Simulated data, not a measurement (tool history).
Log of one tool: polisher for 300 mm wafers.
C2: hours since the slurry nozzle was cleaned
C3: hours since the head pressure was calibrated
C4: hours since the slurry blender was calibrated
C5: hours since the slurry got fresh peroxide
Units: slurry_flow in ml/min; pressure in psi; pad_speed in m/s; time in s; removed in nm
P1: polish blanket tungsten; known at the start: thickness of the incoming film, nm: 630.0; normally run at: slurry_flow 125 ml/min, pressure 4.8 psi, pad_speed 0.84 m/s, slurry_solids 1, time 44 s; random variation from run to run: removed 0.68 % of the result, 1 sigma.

run 1 day=0.621 | slurry_flow=125 pressure=4.8 pad_speed=0.84 slurry_solids=1 time=44 | wafers_polished_on_this_pad=922 C2=134.7 C3=946 C4=282.4 C5=29.6 | removed=251.49
run 2 day=1.346 | slurry_flow=125 pressure=4.8 pad_speed=0.84 slurry_solids=1 time=44 | wafers_polished_on_this_pad=1052 C2=152.1 C3=963.4 C4=299.8 C5=47 | removed=255.1
run 3 day=1.996 | slurry_flow=175 pressure=4.8 pad_speed=0.84 slurry_solids=1 time=66 | wafers_polished_on_this_pad=1167 C2=167.7 C3=979 C4=315.4 C5=62.6 | removed=397.2
run 4 day=2.617 | slurry_flow=125 pressure=4.8 pad_speed=0.84 slurry_solids=1 time=64 | wafers_polished_on_this_pad=1278 C2=182.6 C3=993.9 C4=330.3 C5=77.5 | removed=368.93
run 5 day=3.267 | slurry_flow=125 pressure=4.8 pad_speed=1.24 slurry_solids=1 time=44 | wafers_polished_on_this_pad=1394 C2=198.2 C3=1009.5 C4=345.9 C5=93.1 | removed=376.55
-- day=3.346 worn pad replaced by a new one
run 6 day=4.05 | slurry_flow=125 pressure=4.8 pad_speed=0.84 slurry_solids=1 time=20 | wafers_polished_on_this_pad=125 C2=217 C3=1028.3 C4=364.7 C5=111.9 | removed=115.4
run 7 day=4.421 | slurry_flow=125 pressure=2.2 pad_speed=0.84 slurry_solids=1 time=44 | wafers_polished_on_this_pad=191 C2=225.9 C3=1037.2 C4=373.6 C5=120.8 | removed=116.29
run 8 day=5.192 | slurry_flow=125 pressure=6.5 pad_speed=0.84 slurry_solids=1 time=44 | wafers_polished_on_this_pad=329 C2=244.4 C3=1055.7 C4=392.1 C5=139.3 | removed=340.9
run 9 day=5.671 | slurry_flow=175 pressure=4.8 pad_speed=0.84 slurry_solids=1 time=44 | wafers_polished_on_this_pad=414 C2=255.9 C3=1067.2 C4=403.6 C5=150.8 | removed=269.72
run 10 day=6.058 | slurry_flow=125 pressure=4.8 pad_speed=0.84 slurry_solids=1 time=44 | wafers_polished_on_this_pad=483 C2=265.2 C3=1076.5 C4=412.9 C5=160.1 | removed=253.51
run 11 day=6.517 | slurry_flow=125 pressure=4.8 pad_speed=0.44 slurry_solids=1 time=44 | wafers_polished_on_this_pad=565 C2=276.2 C3=1087.5 C4=423.9 C5=171.1 | removed=132.8
run 12 day=6.892 | slurry_flow=125 pressure=4.8 pad_speed=0.84 slurry_solids=1 time=44 | wafers_polished_on_this_pad=632 C2=285.2 C3=1096.5 C4=432.9 C5=180.1 | removed=250.97
-- day=6.912 slurry blender recalibrated
run 13 day=7.5 | slurry_flow=125 pressure=4.8 pad_speed=0.84 slurry_solids=0.55 time=44 | wafers_polished_on_this_pad=740 C2=299.8 C3=1111.1 C4=14.1 C5=194.7 | removed=220.87
run 14 day=8.138 | slurry_flow=125 pressure=4.8 pad_speed=0.84 slurry_solids=1 time=44 | wafers_polished_on_this_pad=853 C2=315.1 C3=1126.4 C4=29.4 C5=210 | removed=252.71
run 15 day=8.817 | slurry_flow=125 pressure=4.8 pad_speed=0.84 slurry_solids=1.4 time=44 | wafers_polished_on_this_pad=974 C2=331.4 C3=1142.7 C4=45.7 C5=226.3 | removed=273.63
run 16 day=9.308 | slurry_flow=80 pressure=4.8 pad_speed=0.84 slurry_solids=1 time=44 | wafers_polished_on_this_pad=1062 C2=343.2 C3=1154.5 C4=57.5 C5=238.1 | removed=228.78
run 17 day=9.717 | slurry_flow=125 pressure=4.8 pad_speed=0.84 slurry_solids=1 time=44 | wafers_polished_on_this_pad=1135 C2=353 C3=1164.3 C4=67.3 C5=247.9 | removed=253.29
run 18 day=10.167 | slurry_flow=125 pressure=4.8 pad_speed=0.84 slurry_solids=1 time=44 | wafers_polished_on_this_pad=1215 C2=363.8 C3=1175.1 C4=78.1 C5=258.7 | removed=246.78
run 19 day=10.962 | slurry_flow=125 pressure=4.8 pad_speed=0.84 slurry_solids=1 time=44 | wafers_polished_on_this_pad=1357 C2=382.9 C3=1194.2 C4=97.2 C5=277.8 | removed=241.26
-- day=11.575 worn pad replaced by a new one
run 20 day=11.596 | slurry_flow=125 pressure=4.8 pad_speed=0.84 slurry_solids=1 time=44 | wafers_polished_on_this_pad=3 C2=398.1 C3=1209.4 C4=112.4 C5=293 | removed=231.8
-- day=12.371 head pressure recalibrated
run 21 day=12.392 | slurry_flow=125 pressure=4.8 pad_speed=0.84 slurry_solids=1 time=44 | wafers_polished_on_this_pad=145 C2=417.2 C3=0.6 C4=131.5 C5=312.1 | removed=234.44
-- day=12.617 slurry tank refilled with fresh slurry and peroxide
run 22 day=12.883 | slurry_flow=125 pressure=4.8 pad_speed=0.84 slurry_solids=1 time=44 | wafers_polished_on_this_pad=233 C2=429 C3=12.4 C4=143.3 C5=6.5 | removed=232.43
run 23 day=13.321 | slurry_flow=125 pressure=4.8 pad_speed=0.84 slurry_solids=1 time=44 | wafers_polished_on_this_pad=311 C2=439.5 C3=22.9 C4=153.8 C5=17 | removed=229.89
run 24 day=14.017 | slurry_flow=125 pressure=4.8 pad_speed=0.84 slurry_solids=1 time=44 | wafers_polished_on_this_pad=435 C2=456.2 C3=39.6 C4=170.5 C5=33.7 | removed=230.49

What P1 gives has crept away from where it was. These 2 causes fit the log equally well, each at the size given:
A: slurry flow missing at the pad, % = 33.1
B: abrasive missing from the slurry, % = 34.6
The creep began at about day 9.717.
Why every other cause is out:
removal rate lost through wear of the pad, %: serviced at day 11.575, which brought nothing back
head's pressure below its setpoint, %: serviced at day 12.371, which brought nothing back
peroxide lost from the slurry, %: serviced at day 12.617, which brought nothing back

4 check runs are offered, each on 5 wafers whose results are averaged, their results left as question marks. Which one tells the causes apart?
run check 1 day=14.712 | slurry_flow=125 pressure=2.4 pad_speed=0.84 slurry_solids=1 time=64 | removed=?
run check 2 day=14.712 | slurry_flow=95 pressure=4.8 pad_speed=0.64 slurry_solids=1 time=44 | removed=?
run check 3 day=14.712 | slurry_flow=125 pressure=4.8 pad_speed=0.84 slurry_solids=1.35 time=44 | removed=?
run check 4 day=14.712 | slurry_flow=125 pressure=4.8 pad_speed=0.84 slurry_solids=1.3 time=44 | removed=?

What each check would give under each cause:
check=check_1 result=removed if_A=167.26 if_B=167.29
check=check_2 result=removed if_A=160.19 if_B=164.49
check=check_3 result=removed if_A=247.16 if_B=246.47
check=check_4 result=removed if_A=244.9 if_B=244.31
How far apart the two closest causes lie, in the result that separates them most: check 1 0.02 %; check 2 2.65 %; check 3 0.28 %; check 4 0.24 %
Check 2 tells the causes apart: in the others they would give nearly the same result.

Then check 2 was run and gave: removed 160.34 nm. Which cause is it?

It is A: slurry flow missing at the pad, %.
